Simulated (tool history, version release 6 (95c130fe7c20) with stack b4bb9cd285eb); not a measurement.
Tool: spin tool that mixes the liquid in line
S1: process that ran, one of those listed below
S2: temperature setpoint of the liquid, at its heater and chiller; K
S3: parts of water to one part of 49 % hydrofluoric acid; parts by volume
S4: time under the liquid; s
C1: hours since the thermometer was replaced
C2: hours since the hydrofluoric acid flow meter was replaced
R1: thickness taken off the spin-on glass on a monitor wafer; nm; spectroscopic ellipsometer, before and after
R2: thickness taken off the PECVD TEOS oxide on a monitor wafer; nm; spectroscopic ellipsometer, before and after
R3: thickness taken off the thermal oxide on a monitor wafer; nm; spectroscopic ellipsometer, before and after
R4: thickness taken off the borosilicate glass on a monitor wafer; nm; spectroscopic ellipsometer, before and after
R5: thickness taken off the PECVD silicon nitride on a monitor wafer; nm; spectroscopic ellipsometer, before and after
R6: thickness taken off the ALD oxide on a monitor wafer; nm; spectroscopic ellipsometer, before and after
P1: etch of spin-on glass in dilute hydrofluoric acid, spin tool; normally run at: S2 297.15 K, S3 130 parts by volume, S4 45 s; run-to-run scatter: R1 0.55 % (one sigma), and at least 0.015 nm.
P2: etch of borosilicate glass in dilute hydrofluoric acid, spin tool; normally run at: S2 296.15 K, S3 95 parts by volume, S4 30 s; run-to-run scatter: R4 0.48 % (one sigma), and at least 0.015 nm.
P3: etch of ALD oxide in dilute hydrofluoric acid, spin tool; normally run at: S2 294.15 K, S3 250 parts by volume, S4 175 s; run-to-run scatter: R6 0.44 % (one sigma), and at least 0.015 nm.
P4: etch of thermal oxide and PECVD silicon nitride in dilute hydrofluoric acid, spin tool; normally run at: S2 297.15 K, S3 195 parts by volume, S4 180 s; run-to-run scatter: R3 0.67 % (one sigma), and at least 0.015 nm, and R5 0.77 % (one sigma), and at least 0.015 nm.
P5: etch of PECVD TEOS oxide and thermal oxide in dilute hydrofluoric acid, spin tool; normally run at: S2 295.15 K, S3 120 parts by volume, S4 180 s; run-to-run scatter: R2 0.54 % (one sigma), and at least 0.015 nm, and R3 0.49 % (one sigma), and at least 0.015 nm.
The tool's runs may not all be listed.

run   hour  S1      S2   S3   S4     C1     C2      R1      R2      R3      R4      R5      R6
  1    9.4  P1  297.15  130   45  349.3  289.8  9.6711
  2     22  P5  295.15  120  180  361.9  302.4          11.874  6.3369
  3   31.3  P2  296.15   95   30  371.2  311.7                          7.4934
  4     42  P1  297.15  130   15  381.9  322.4  3.2239
  5   50.5  P5  290.15  120  180  390.4  330.9          9.6225   5.209
  6     58  P4  297.15  195  180  397.9  338.4                  4.0844          3.0785
  7   65.6  P1  297.15  130   45  405.5    346  9.6692
  8   75.7  P1  305.15  130   20  415.6  356.1  5.8243
  9   91.1  P4  303.65  195  180    431  371.5                  5.1776          4.5757
 10    101  P1  297.15   80   45  440.9  381.4   16.73
 11  115.5  P2  296.15   95   30  455.4  395.9                          7.4267
 12  130.3  P1  291.65  205   45  470.2  410.7  4.5308
 13  140.4  P3  294.15  250  320  480.3  420.8                                           29.66
 14  152.5  P5  295.15   30  180  492.4  432.9          52.339  28.549
 15  160.9  P1  292.65  130   45  500.8  441.3  8.1281
 16  176.4  P3  294.15  250  175  516.3  456.8                                          16.423
 17  192.1  P4  297.15  195  180    532  472.5                  4.1183          3.0814
 18  206.3  P3  294.15  250  175  546.2  486.7                                          16.441
 19  217.5  P3  290.15  250  175  557.4  497.9                                           14.06
 20  229.5  P1  297.15  130   45  569.4  509.9  9.6258
 21  242.8  P5  295.15  120  180  582.7  523.2          11.948  6.4143
 22    257  P2  296.15   95   15  596.9  537.4                          3.7636
 23    265  P1  297.15  130   80  604.9  545.4  17.203
 24  275.6  P2  302.15   95   30  615.5    556                           9.445
 25  287.8  P4  297.15  320  180  627.7  568.2                  2.1952          1.8662
 26  300.3  P1  297.15  195   45  640.2  580.7  5.9647
 27    314  P1  297.15  130   45  653.9  594.4  9.7507
 28  323.1  P3  294.15  105  175    663  603.5                                          45.349
 29  330.3  P2  296.15   20   30  670.2  610.7                          39.021
 30  346.6  P1  297.15  130   45  686.5    627  9.7455
 31  355.4  P5  295.15  120   95  695.3  635.8          6.3109  3.3793
 32  368.5  P4  297.15  195  330  708.4  648.9                  7.5805          5.6451
 33  376.2  P1  297.15  130   45  716.1  656.6  9.7362
 34    391  P1  303.65  130   45  730.9  671.4  12.352
 35  404.3  P1  297.15  130   45  744.2  684.7  9.6256
 36  415.9  P1  297.15  130   45  755.8  696.3  9.4455
 37  427.9  P1  297.15  130   45  767.8  708.3  9.3181
 38  436.7  P1  297.15  130   45  776.6  717.1  9.2526
 39  451.6  P1  297.15  130   45  791.5    732  9.1331
 40  461.8  P1  297.15  130   45  801.7  742.2  9.1107
 41  471.7  P1  297.15  130   45  811.6  752.1  9.0854
 42  487.2  P1  297.15  130   45  827.1  767.6  9.0707
 43  494.4  P1  297.15  130   45  834.3  774.8  9.0125
 44  506.8  P1  297.15  130   45  846.7  787.2  9.0539

What P1 gives has crept away from where it was. These 2 causes fit the log equally well, each at the size given:
A: hydrofluoric acid flow below the setpoint (%) = 5.86
B: liquid colder than its thermometer reads (K) = 1.79
The creep began at about hour 404.3.

4 check runs are offered, each on 2 wafers whose results are averaged, their results left as question marks. Which one tells the causes apart?
check 1  519.2  P5  295.15  120  180               ?   ?
check 2  519.2  P4  297.15  195  180                   ?       ?
check 3  519.2  P3  294.15  250  175                               ?
check 4  519.2  P2  296.15   95   30                       ?

What each check would give under each cause:
  check  result    if A    if B
check 1      R2  11.074  11.041
check 1      R3  5.9541  5.9362
check 2      R3  3.8383  3.8629
check 2      R5  2.8958   2.742
check 3      R6  15.171  15.294
check 4      R4  7.0189  6.9843
How far apart the two closest causes lie, in the result that separates them most: check 1 0.3 %; check 2 5.46 %; check 3 0.8 %; check 4 0.49 %
Only check 2 tells the causes apart: in the others they would give nearly the same result.

Check 2 was then run and gave: R3 3.8843 nm; R5 2.7305 nm. Which cause is it?

It is B: liquid colder than its thermometer reads (K).
